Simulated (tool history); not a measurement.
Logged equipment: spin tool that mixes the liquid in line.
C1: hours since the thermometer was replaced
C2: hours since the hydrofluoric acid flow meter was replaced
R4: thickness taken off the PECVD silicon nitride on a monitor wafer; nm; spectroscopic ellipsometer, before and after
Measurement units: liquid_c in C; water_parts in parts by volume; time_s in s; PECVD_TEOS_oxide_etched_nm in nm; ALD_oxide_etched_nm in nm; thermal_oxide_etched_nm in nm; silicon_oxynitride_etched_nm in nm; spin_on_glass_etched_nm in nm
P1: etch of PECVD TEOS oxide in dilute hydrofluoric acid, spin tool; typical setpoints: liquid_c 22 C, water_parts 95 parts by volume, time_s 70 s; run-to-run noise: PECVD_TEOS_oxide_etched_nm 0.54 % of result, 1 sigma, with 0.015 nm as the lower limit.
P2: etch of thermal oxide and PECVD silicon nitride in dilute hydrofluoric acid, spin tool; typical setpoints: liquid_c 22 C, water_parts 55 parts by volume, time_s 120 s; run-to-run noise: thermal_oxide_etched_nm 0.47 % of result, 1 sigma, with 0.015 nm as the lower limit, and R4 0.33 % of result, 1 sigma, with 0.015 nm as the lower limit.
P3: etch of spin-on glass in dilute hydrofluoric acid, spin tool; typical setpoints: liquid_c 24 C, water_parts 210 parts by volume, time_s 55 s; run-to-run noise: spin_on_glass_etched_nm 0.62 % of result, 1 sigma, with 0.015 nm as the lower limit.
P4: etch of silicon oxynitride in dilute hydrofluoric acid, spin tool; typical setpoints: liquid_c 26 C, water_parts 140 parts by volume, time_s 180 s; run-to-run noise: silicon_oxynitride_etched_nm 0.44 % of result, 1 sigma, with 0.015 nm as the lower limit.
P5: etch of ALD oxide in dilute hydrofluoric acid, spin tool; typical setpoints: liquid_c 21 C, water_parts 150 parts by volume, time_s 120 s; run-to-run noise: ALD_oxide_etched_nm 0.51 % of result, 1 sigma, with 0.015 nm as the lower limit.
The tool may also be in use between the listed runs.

run 1 day=0.225 | process=P1 liquid_c=22 water_parts=95 time_s=70 | C1=197.5 C2=568.9 | PECVD_TEOS_oxide_etched_nm=12.143
run 2 day=0.462 | process=P5 liquid_c=17 water_parts=150 time_s=120 | C1=203.2 C2=574.6 | ALD_oxide_etched_nm=18.724
run 3 day=0.683 | process=P5 liquid_c=21 water_parts=150 time_s=120 | C1=208.5 C2=579.9 | ALD_oxide_etched_nm=22.129
run 4 day=0.858 | process=P2 liquid_c=22 water_parts=55 time_s=120 | C1=212.7 C2=584.1 | thermal_oxide_etched_nm=9.8502 R4=9.8518
run 5 day=1.004 | process=P5 liquid_c=21 water_parts=150 time_s=120 | C1=216.2 C2=587.6 | ALD_oxide_etched_nm=22.049
run 6 day=1.275 | process=P1 liquid_c=28.5 water_parts=95 time_s=15 | C1=222.7 C2=594.1 | PECVD_TEOS_oxide_etched_nm=3.3541
run 7 day=1.421 | process=P4 liquid_c=21.5 water_parts=140 time_s=180 | C1=226.2 C2=597.6 | silicon_oxynitride_etched_nm=4.9698
run 8 day=1.583 | process=P3 liquid_c=17 water_parts=210 time_s=55 | C1=230.1 C2=601.5 | spin_on_glass_etched_nm=3.7981
run 9 day=1.792 | process=P1 liquid_c=22 water_parts=95 time_s=70 | C1=235.1 C2=606.5 | PECVD_TEOS_oxide_etched_nm=12.096
run 10 day=2.067 | process=P4 liquid_c=26 water_parts=230 time_s=180 | C1=241.7 C2=613.1 | silicon_oxynitride_etched_nm=3.449
run 11 day=2.258 | process=P1 liquid_c=22 water_parts=95 time_s=70 | C1=246.3 C2=617.7 | PECVD_TEOS_oxide_etched_nm=12.043
run 12 day=2.412 | process=P1 liquid_c=22 water_parts=135 time_s=70 | C1=250 C2=621.4 | PECVD_TEOS_oxide_etched_nm=8.1769
run 13 day=2.625 | process=P1 liquid_c=22 water_parts=95 time_s=70 | C1=255.1 C2=626.5 | PECVD_TEOS_oxide_etched_nm=12.072
run 14 day=2.821 | process=P1 liquid_c=28.5 water_parts=95 time_s=70 | C1=259.8 C2=631.2 | PECVD_TEOS_oxide_etched_nm=15.638
run 15 day=3.071 | process=P4 liquid_c=26 water_parts=140 time_s=180 | C1=265.8 C2=637.2 | silicon_oxynitride_etched_nm=6.0778
run 16 day=3.329 | process=P1 liquid_c=17 water_parts=95 time_s=70 | C1=272 C2=643.4 | PECVD_TEOS_oxide_etched_nm=9.7372
run 17 day=3.579 | process=P3 liquid_c=24 water_parts=210 time_s=85 | C1=278 C2=649.4 | spin_on_glass_etched_nm=7.6961
run 18 day=3.896 | process=P4 liquid_c=26 water_parts=140 time_s=335 | C1=285.6 C2=657 | silicon_oxynitride_etched_nm=11.297
run 19 day=4.038 | process=P3 liquid_c=24 water_parts=210 time_s=55 | C1=289 C2=660.4 | spin_on_glass_etched_nm=4.9436
run 20 day=4.179 | process=P2 liquid_c=22 water_parts=55 time_s=65 | C1=292.4 C2=663.8 | thermal_oxide_etched_nm=5.3082 R4=5.3178
run 21 day=4.462 | process=P2 liquid_c=22 water_parts=80 time_s=120 | C1=299.2 C2=670.6 | thermal_oxide_etched_nm=6.5598 R4=6.7852
run 22 day=4.767 | process=P3 liquid_c=24 water_parts=210 time_s=55 | C1=306.5 C2=677.9 | spin_on_glass_etched_nm=4.9945
run 23 day=4.954 | process=P1 liquid_c=22 water_parts=95 time_s=120 | C1=311 C2=682.4 | PECVD_TEOS_oxide_etched_nm=20.62
run 24 day=5.2 | process=P3 liquid_c=24 water_parts=125 time_s=55 | C1=316.9 C2=688.3 | spin_on_glass_etched_nm=9.2197
run 25 day=5.521 | process=P1 liquid_c=22 water_parts=95 time_s=70 | C1=324.6 C2=696 | PECVD_TEOS_oxide_etched_nm=11.952
run 26 day=5.833 | process=P1 liquid_c=22 water_parts=95 time_s=40 | C1=332.1 C2=703.5 | PECVD_TEOS_oxide_etched_nm=6.8829
run 27 day=5.992 | process=P4 liquid_c=26 water_parts=140 time_s=180 | C1=335.9 C2=707.3 | silicon_oxynitride_etched_nm=6.061
run 28 day=6.192 | process=P1 liquid_c=22 water_parts=30 time_s=100 | C1=340.7 C2=712.1 | PECVD_TEOS_oxide_etched_nm=59.13
run 29 day=6.367 | process=P5 liquid_c=21 water_parts=240 time_s=120 | C1=344.9 C2=716.3 | ALD_oxide_etched_nm=12.596
-- day=6.392 hydrofluoric acid flow meter replaced
run 30 day=6.679 | process=P1 liquid_c=22 water_parts=25 time_s=70 | C1=352.4 C2=6.9 | PECVD_TEOS_oxide_etched_nm=50.073
run 31 day=6.954 | process=P2 liquid_c=17 water_parts=55 time_s=120 | C1=359 C2=13.5 | thermal_oxide_etched_nm=7.949 R4=6.9553
run 32 day=7.267 | process=P5 liquid_c=21 water_parts=150 time_s=70 | C1=366.5 C2=21 | ALD_oxide_etched_nm=12.84
run 33 day=7.496 | process=P1 liquid_c=22 water_parts=95 time_s=70 | C1=372 C2=26.5 | PECVD_TEOS_oxide_etched_nm=12.026
run 34 day=7.754 | process=P1 liquid_c=22 water_parts=95 time_s=70 | C1=378.2 C2=32.7 | PECVD_TEOS_oxide_etched_nm=11.69
run 35 day=8.042 | process=P1 liquid_c=22 water_parts=95 time_s=70 | C1=385.1 C2=39.6 | PECVD_TEOS_oxide_etched_nm=11.504
run 36 day=8.238 | process=P1 liquid_c=22 water_parts=95 time_s=70 | C1=389.8 C2=44.3 | PECVD_TEOS_oxide_etched_nm=11.44
run 37 day=8.471 | process=P1 liquid_c=22 water_parts=95 time_s=70 | C1=395.4 C2=49.9 | PECVD_TEOS_oxide_etched_nm=11.255
run 38 day=8.679 | process=P1 liquid_c=22 water_parts=95 time_s=70 | C1=400.4 C2=54.9 | PECVD_TEOS_oxide_etched_nm=11.326
run 39 day=8.875 | process=P1 liquid_c=22 water_parts=95 time_s=70 | C1=405.1 C2=59.6 | PECVD_TEOS_oxide_etched_nm=11.293
run 40 day=9.146 | process=P1 liquid_c=22 water_parts=95 time_s=70 | C1=411.6 C2=66.1 | PECVD_TEOS_oxide_etched_nm=11.218
run 41 day=9.425 | process=P1 liquid_c=22 water_parts=95 time_s=70 | C1=418.3 C2=72.8 | PECVD_TEOS_oxide_etched_nm=11.178
run 42 day=9.571 | process=P1 liquid_c=22 water_parts=95 time_s=70 | C1=421.8 C2=76.3 | PECVD_TEOS_oxide_etched_nm=11.204

What P1 gives has crept off from where it sat before. The 2 causes that follow fit the log equally well, each at the size noted:
A: liquid colder than its thermometer reads (K) = 1.85
B: hydrofluoric acid flow below the setpoint (%) = 6.52
The gradual shift began around day 7.496.

Each of the 4 check runs below uses one wafer; its results are left as question marks. Which run tells the causes apart?
run check 1 day=9.717 | process=P5 liquid_c=21 water_parts=150 time_s=120 | ALD_oxide_etched_nm=?
run check 2 day=9.717 | process=P2 liquid_c=22 water_parts=55 time_s=120 | thermal_oxide_etched_nm=? R4=?
run check 3 day=9.717 | process=P3 liquid_c=24 water_parts=210 time_s=55 | spin_on_glass_etched_nm=?
run check 4 day=9.717 | process=P4 liquid_c=26 water_parts=140 time_s=180 | silicon_oxynitride_etched_nm=?

Predicted outcomes, by check and by cause:
check=check_1 result=ALD_oxide_etched_nm if_A=20.535 if_B=20.435
check=check_2 result=thermal_oxide_etched_nm if_A=9.0897 if_B=9.1384
check=check_2 result=R4 if_A=8.6543 if_B=9.2012
check=check_3 result=spin_on_glass_etched_nm if_A=4.6295 if_B=4.564
check=check_4 result=silicon_oxynitride_etched_nm if_A=5.5931 if_B=5.6426
Distance between the nearest two causes, measured in the result of the check that separates them most: check 1 0.49 %; check 2 6.13 %; check 3 1.43 %; check 4 0.88 %
Check 2 is the one run that separates the causes; every other check would come out nearly the same whichever cause is at work.

Check 2 was then run and gave: thermal_oxide_etched_nm 9.1215 nm; R4 9.1513 nm. Which cause is it?

It was cause B: hydrofluoric acid flow below the setpoint (%).
